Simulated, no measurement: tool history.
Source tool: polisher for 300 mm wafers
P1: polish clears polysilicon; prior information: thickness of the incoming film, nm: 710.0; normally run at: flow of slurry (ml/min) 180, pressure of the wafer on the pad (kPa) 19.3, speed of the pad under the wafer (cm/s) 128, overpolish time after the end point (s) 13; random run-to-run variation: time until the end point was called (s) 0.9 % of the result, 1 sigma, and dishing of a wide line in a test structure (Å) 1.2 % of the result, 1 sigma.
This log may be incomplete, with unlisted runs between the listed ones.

run,day,flow of slurry (ml/min),pressure of the wafer on the pad (kPa),speed of the pad under the wafer (cm/s),overpolish time after the end point (s),wafers polished on this pad,hours since the slurry nozzle was cleaned,hours since the head pressure was calibrated,time until the end point was called (s),dishing of a wide line in a test structure (Å)
1,0.279,180,19.3,128,13,485,191.1,664.9,36.702,615.06
2,0.621,180,9,128,13,592,199.3,673.1,77.863,528.74
3,0.988,240,10.3,128,13,705,208.1,681.9,65.526,560.7
4,1.346,180,19.3,128,22,817,216.7,690.5,36.365,613.62
# day 1.667: head pressure recalibrated
5,1.721,135,19.3,128,13,933,225.7,1.4,39.172,612.91
6,1.992,180,19.3,128,13,1018,232.2,7.9,36.529,605.91
7,2.171,180,19.3,128,4,1073,236.5,12.2,36.07,450.34
8,2.542,180,19.3,72,13,1188,245.4,21.1,65.703,556.35
9,2.875,180,29,128,13,1292,253.4,29.1,24.473,617.8
10,3.1,180,19.3,128,13,1362,258.8,34.5,36.414,604.93
11,3.371,180,19.3,128,13,1446,265.3,41,36.081,609.58
12,3.629,180,19.3,128,13,1526,271.5,47.2,37.253,623.41
# day 3.9: slurry nozzle cleaned
13,3.979,285,19.3,128,13,1635,2,55.6,34.414,614.26
14,4.175,180,19.3,200,13,1696,6.7,60.3,23.015,622.88
15,4.438,180,19.3,128,13,1778,13,66.6,36.21,610.25
16,4.638,180,19.3,178,21,1840,17.8,71.4,26.307,624.85
17,4.9,180,19.3,128,13,1921,24.1,77.7,36.713,620.87
18,5.138,180,19.3,128,13,1995,29.8,83.4,36.785,614.94
19,5.438,180,19.3,128,13,2088,37,90.6,37.502,596.63
20,5.646,180,19.3,128,13,2153,42,95.6,39.084,611.34
21,5.983,180,19.3,128,13,2258,50.1,103.7,39.362,593.78
22,6.342,180,19.3,128,13,2369,58.7,112.3,39.369,594.25
23,6.508,180,19.3,128,13,2421,62.7,116.3,39.461,613.28
24,6.825,180,19.3,128,13,2520,70.3,123.9,39.914,613.02
# day 6.854: head pressure recalibrated
25,7.075,180,19.3,128,13,2597,76.3,5.4,39.642,602.04
26,7.254,180,19.3,128,13,2653,80.6,9.7,39.601,603.44
27,7.588,180,19.3,128,13,2757,88.6,17.7,39.629,616.86
28,7.846,180,19.3,128,13,2837,94.8,23.9,40.065,605.34

The log shows P1 creeping away from where it was. Any of the 2 causes listed here, at the size stated for it, fits the log just as well as the others:
A: removal rate lost through wear of the pad, % = 8.73
B: slurry flow missing at the pad, % = 38.7
Onset of the creep was near day 4.9.
Why every other cause is out:
head's pressure below its setpoint, %: work on it at day 6.854, done after the drift set in, did not restore what the process gave before

Of the 4 check runs below, each run on 5 wafers with the results averaged and each result still a question mark, which one would tell the listed causes apart?
check 1,8.104,180,19.3,196,13,,,,?,?
check 2,8.104,180,19.3,184,13,,,,?,?
check 3,8.104,275,19.3,128,13,,,,?,?
check 4,8.104,180,19.3,174,13,,,,?,?

Predicted outcomes, by check and by cause:
check,result,if A,if B
check 1,time until the end point was called (s),26.116,26.116
check 1,dishing of a wide line in a test structure (Å),616.87,616.87
check 2,time until the end point was called (s),27.819,27.82
check 2,dishing of a wide line in a test structure (Å),616.11,616.11
check 3,time until the end point was called (s),37.979,36.866
check 3,dishing of a wide line in a test structure (Å),607.71,608.96
check 4,time until the end point was called (s),29.418,29.419
check 4,dishing of a wide line in a test structure (Å),615.24,615.24
Gap, in per cent, between the two causes that each check separates least, read from the result that separates them most: check 1 0 %; check 2 0 %; check 3 2.98 %; check 4 0 %
Of the check runs offered, only check 3 discriminates between the causes; the rest would read about the same regardless of which cause applies.

Check 3 has now been run. It gave: time until the end point was called (s) 36.813; dishing of a wide line in a test structure (Å) 610.14. Which of the candidate causes is it?

The cause is B: slurry flow missing at the pad, %.

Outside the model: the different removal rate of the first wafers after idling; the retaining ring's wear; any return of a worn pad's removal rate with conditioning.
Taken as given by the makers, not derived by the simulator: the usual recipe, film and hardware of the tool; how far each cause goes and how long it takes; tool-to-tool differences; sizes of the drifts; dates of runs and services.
